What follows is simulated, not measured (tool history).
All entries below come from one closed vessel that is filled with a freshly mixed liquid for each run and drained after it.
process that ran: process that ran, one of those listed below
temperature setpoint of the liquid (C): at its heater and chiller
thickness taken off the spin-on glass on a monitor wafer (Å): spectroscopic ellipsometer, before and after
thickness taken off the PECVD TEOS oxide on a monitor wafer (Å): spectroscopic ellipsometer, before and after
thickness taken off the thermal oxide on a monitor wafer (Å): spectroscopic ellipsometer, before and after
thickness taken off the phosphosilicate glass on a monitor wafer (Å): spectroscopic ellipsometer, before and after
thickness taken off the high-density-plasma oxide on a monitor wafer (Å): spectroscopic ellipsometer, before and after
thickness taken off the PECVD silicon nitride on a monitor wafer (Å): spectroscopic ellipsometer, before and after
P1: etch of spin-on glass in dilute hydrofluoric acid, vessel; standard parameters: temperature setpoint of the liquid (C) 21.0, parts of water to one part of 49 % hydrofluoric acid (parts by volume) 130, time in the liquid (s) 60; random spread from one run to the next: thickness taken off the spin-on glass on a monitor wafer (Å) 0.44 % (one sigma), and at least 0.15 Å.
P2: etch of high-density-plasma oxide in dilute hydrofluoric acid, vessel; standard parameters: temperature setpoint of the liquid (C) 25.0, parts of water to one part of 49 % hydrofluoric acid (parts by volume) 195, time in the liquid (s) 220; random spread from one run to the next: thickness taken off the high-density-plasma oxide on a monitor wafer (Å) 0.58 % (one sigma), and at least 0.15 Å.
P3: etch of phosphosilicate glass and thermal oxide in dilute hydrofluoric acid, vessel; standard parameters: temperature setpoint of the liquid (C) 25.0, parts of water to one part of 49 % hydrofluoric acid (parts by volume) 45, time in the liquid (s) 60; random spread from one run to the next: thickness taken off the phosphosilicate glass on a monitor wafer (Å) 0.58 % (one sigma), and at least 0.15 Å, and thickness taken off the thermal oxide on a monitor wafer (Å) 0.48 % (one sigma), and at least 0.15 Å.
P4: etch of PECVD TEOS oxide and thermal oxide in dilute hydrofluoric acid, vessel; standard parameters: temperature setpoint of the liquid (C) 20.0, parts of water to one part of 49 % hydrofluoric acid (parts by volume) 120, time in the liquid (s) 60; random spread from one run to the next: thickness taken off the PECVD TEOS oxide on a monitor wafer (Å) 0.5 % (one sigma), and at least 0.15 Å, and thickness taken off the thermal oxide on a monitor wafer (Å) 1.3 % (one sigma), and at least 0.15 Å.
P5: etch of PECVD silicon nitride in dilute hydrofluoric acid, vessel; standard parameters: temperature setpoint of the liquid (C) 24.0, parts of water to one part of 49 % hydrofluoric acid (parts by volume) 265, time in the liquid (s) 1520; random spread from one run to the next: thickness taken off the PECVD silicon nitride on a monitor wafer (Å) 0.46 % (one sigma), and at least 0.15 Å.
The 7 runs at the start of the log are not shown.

run	day	process that ran	temperature setpoint of the liquid (C)	parts of water to one part of 49 % hydrofluoric acid (parts by volume)	time in the liquid (s)	hours since the thermometer was replaced	hours since the hydrofluoric acid flow meter was replaced	thickness taken off the spin-on glass on a monitor wafer (Å)	thickness taken off the PECVD TEOS oxide on a monitor wafer (Å)	thickness taken off the thermal oxide on a monitor wafer (Å)	thickness taken off the phosphosilicate glass on a monitor wafer (Å)	thickness taken off the high-density-plasma oxide on a monitor wafer (Å)	thickness taken off the PECVD silicon nitride on a monitor wafer (Å)
8	1.275	P1	21.0	30	60	362.8	339.7	1076.60					
9	1.475	P2	20.0	195	220	367.6	344.5					66.670	
10	1.654	P1	21.0	130	60	371.9	348.8	217.98					
11	1.871	P5	31.5	265	1520	377.1	354.0						352.99
12	2.075	P2	25.0	195	220	382.0	358.9					81.149	
13	2.192	P5	24.0	265	1520	384.8	361.7						224.49
14	2.383	P1	27.0	130	60	389.4	366.3	275.81					
15	2.600	P1	17.0	130	60	394.6	371.5	185.79					
16	2.721	P1	26.0	130	85	397.5	374.4	375.83					
17	2.821	P3	25.0	20	60	399.9	376.8			163.4900	6965.0		
18	3.004	P1	21.0	130	60	404.3	381.2	219.87					
19	3.204	P1	21.0	130	90	409.1	386.0	325.61					
20	3.329	P2	25.0	45	220	412.1	389.0					418.540	
21	3.450	P4	20.0	120	60	415.0	391.9		83.472	20.0880			
22	3.596	P1	21.0	130	60	418.5	395.4	219.70					
23	3.771	P2	25.0	195	220	422.7	399.6					80.974	
24	3.875	P4	20.0	195	60	425.2	402.1		47.651	11.4680			
25	4.088	P5	24.0	110	1520	430.3	407.2						538.15
26	4.271	P3	25.0	45	90	434.7	411.6			105.7500	4482.2		

What will run 27 give?
27	4.442	P2	25.0	195	320	438.8	415.7					?	

thickness taken off the high-density-plasma oxide on a monitor wafer (Å): 118.780
